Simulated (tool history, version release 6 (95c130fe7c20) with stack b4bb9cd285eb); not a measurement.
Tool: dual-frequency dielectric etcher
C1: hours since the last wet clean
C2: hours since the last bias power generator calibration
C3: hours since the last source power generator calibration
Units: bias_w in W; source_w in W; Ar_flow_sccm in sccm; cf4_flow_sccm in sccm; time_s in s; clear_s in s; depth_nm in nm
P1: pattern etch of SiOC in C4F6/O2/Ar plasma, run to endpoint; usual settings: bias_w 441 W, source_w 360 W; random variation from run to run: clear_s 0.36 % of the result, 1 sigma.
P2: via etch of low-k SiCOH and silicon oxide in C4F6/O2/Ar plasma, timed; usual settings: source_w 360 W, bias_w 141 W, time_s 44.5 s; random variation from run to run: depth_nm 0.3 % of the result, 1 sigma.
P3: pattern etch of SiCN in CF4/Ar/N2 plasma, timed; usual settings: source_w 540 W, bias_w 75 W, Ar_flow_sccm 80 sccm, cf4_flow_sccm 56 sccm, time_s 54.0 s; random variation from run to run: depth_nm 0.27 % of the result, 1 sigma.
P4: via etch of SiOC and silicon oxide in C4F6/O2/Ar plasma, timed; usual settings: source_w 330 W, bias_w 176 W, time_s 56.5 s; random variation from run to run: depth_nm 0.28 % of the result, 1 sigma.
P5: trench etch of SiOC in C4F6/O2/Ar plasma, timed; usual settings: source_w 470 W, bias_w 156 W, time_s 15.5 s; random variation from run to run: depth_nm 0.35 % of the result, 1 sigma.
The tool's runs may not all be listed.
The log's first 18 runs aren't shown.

{"run": 19, "hour": 280.1, "process": "P1", "bias_w": 441, "source_w": 360, "C1": 591.0, "C2": 2452.1, "C3": 39.9, "clear_s": 12.918}
{"run": 20, "hour": 295.4, "process": "P3", "bias_w": 75, "source_w": 540, "Ar_flow_sccm": 80, "cf4_flow_sccm": 56, "time_s": 54.0, "C1": 606.3, "C2": 2467.4, "C3": 55.2, "depth_nm": 55.434}
{"run": 21, "hour": 306.3, "process": "P3", "bias_w": 75, "source_w": 540, "Ar_flow_sccm": 112, "cf4_flow_sccm": 56, "time_s": 54.0, "C1": 617.2, "C2": 2478.3, "C3": 66.1, "depth_nm": 52.297}
{"run": 22, "hour": 323.0, "process": "P5", "bias_w": 156, "source_w": 470, "time_s": 15.5, "C1": 633.9, "C2": 2495.0, "C3": 82.8, "depth_nm": 31.715}
{"run": 23, "hour": 336.9, "process": "P1", "bias_w": 441, "source_w": 230, "C1": 647.8, "C2": 2508.9, "C3": 96.7, "clear_s": 15.286}
{"run": 24, "hour": 349.1, "process": "P4", "bias_w": 104, "source_w": 330, "time_s": 56.5, "C1": 660.0, "C2": 2521.1, "C3": 108.9, "depth_nm": 50.844}
{"run": 25, "hour": 362.3, "process": "P4", "bias_w": 176, "source_w": 330, "time_s": 56.5, "C1": 673.2, "C2": 2534.3, "C3": 122.1, "depth_nm": 59.743}
{"run": 26, "hour": 376.4, "process": "P5", "bias_w": 194, "source_w": 470, "time_s": 15.5, "C1": 687.3, "C2": 2548.4, "C3": 136.2, "depth_nm": 34.332}
{"run": 27, "hour": 394.1, "process": "P3", "bias_w": 75, "source_w": 540, "Ar_flow_sccm": 80, "cf4_flow_sccm": 42, "time_s": 54.0, "C1": 705.0, "C2": 2566.1, "C3": 153.9, "depth_nm": 52.734}

Forecast run 28:
{"run": 28, "hour": 405.8, "process": "P1", "bias_w": 441, "source_w": 360, "C1": 716.7, "C2": 2577.8, "C3": 165.6, "clear_s": "?"}

{"run 28": {"clear_s": 12.897}}

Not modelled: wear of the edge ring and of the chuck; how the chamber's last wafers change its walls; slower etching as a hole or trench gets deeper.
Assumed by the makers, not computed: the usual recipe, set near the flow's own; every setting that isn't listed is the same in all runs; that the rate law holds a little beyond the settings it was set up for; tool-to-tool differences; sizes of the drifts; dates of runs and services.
